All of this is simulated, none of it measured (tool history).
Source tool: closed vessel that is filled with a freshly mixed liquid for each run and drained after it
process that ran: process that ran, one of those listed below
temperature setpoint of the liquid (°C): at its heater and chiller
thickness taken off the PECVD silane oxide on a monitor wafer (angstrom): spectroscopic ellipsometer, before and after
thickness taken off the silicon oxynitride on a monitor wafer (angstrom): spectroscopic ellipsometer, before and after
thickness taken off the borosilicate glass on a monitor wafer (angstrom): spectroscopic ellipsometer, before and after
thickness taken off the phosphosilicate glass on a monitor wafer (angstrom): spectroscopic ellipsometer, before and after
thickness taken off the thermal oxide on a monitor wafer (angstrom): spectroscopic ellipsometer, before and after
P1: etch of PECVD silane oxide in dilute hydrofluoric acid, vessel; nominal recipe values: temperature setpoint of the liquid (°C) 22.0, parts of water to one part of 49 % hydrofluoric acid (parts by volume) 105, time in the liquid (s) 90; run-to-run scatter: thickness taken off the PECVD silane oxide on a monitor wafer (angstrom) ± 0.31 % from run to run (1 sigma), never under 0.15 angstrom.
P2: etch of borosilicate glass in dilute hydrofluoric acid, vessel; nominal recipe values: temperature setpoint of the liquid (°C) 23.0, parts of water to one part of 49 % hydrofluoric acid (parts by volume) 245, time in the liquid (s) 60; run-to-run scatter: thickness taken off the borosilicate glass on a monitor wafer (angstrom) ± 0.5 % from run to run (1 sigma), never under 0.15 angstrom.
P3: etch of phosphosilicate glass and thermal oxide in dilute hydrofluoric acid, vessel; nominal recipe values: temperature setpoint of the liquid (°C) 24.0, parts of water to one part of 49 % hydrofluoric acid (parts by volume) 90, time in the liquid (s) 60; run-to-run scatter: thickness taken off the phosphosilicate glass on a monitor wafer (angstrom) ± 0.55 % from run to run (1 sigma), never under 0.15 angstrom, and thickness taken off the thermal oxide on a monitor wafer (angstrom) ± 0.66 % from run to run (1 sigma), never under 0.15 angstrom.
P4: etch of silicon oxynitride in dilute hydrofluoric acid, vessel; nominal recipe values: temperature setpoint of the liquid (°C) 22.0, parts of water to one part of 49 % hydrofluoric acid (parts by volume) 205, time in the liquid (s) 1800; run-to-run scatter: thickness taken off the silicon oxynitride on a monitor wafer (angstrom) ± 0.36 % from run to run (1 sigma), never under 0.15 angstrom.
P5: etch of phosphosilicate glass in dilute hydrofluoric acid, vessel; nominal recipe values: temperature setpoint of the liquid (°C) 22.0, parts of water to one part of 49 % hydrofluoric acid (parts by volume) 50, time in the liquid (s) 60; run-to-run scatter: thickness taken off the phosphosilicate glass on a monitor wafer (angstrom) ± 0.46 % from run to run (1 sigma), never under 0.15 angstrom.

run	hour	process that ran	temperature setpoint of the liquid (°C)	parts of water to one part of 49 % hydrofluoric acid (parts by volume)	time in the liquid (s)	hours since the thermometer was replaced	hours since the hydrofluoric acid flow meter was replaced	thickness taken off the PECVD silane oxide on a monitor wafer (angstrom)	thickness taken off the silicon oxynitride on a monitor wafer (angstrom)	thickness taken off the borosilicate glass on a monitor wafer (angstrom)	thickness taken off the phosphosilicate glass on a monitor wafer (angstrom)	thickness taken off the thermal oxide on a monitor wafer (angstrom)
1	6.7	P1	22.0	105	90	464.0	538.9	228.000				
2	19.5	P1	22.0	105	90	476.8	551.7	228.810				
3	33.6	P4	22.0	205	1800	490.9	565.8		154.000			
4	43.8	P2	29.5	245	60	501.1	576.0			139.730		
5	58.2	P3	32.0	90	60	515.5	590.4				1782.70	41.755
6	70.1	P5	22.0	50	35	527.4	602.3				871.83	
7	81.0	P4	22.0	205	1800	538.3	613.2		155.660			
8	93.8	P5	22.0	25	60	551.1	626.0				3079.60	
9	104.8	P2	23.0	245	60	562.1	637.0			111.390		
10	117.5	P5	22.0	50	60	574.8	649.7				1497.90	
11	126.9	P5	22.0	50	60	584.2	659.1				1488.50	
12	136.1	P1	22.0	105	90	593.4	668.3	228.470				
13	143.6	P1	22.0	105	90	600.9	675.8	228.360				
14	151.2	P1	17.0	105	90	608.5	683.4	186.660				
15	160.1	P4	30.5	205	1800	617.4	692.3		226.210			
16	173.4	P1	30.0	105	90	630.7	705.6	312.780				
17	183.3	P1	22.0	105	35	640.6	715.5	88.309				
18	195.9	P3	24.0	90	115	653.2	728.1				2503.80	60.272
19	202.4	P1	22.0	175	90	659.7	734.6	127.600				
20	210.5	P1	22.0	105	90	667.8	742.7	228.200				
21	220.8	P3	24.0	90	60	678.1	753.0				1312.90	30.674
22	235.3	P1	22.0	40	90	692.6	767.5	652.840				
23	241.8	P1	26.5	140	90	699.1	774.0	197.070				
24	253.3	P2	23.0	245	100	710.6	785.5			184.350		
25	265.7	P1	22.0	105	135	723.0	797.9	345.030				
26	279.9	P4	22.0	205	470	737.2	812.1		40.517			
27	287.9	P2	23.0	435	60	745.2	820.1			52.652		

What does the tool deliver on the next run?
28	294.8	P1	22.0	45	150	752.1	827.0	?				

Run 28 yielded thickness taken off the PECVD silane oxide on a monitor wafer (angstrom) 959.510.
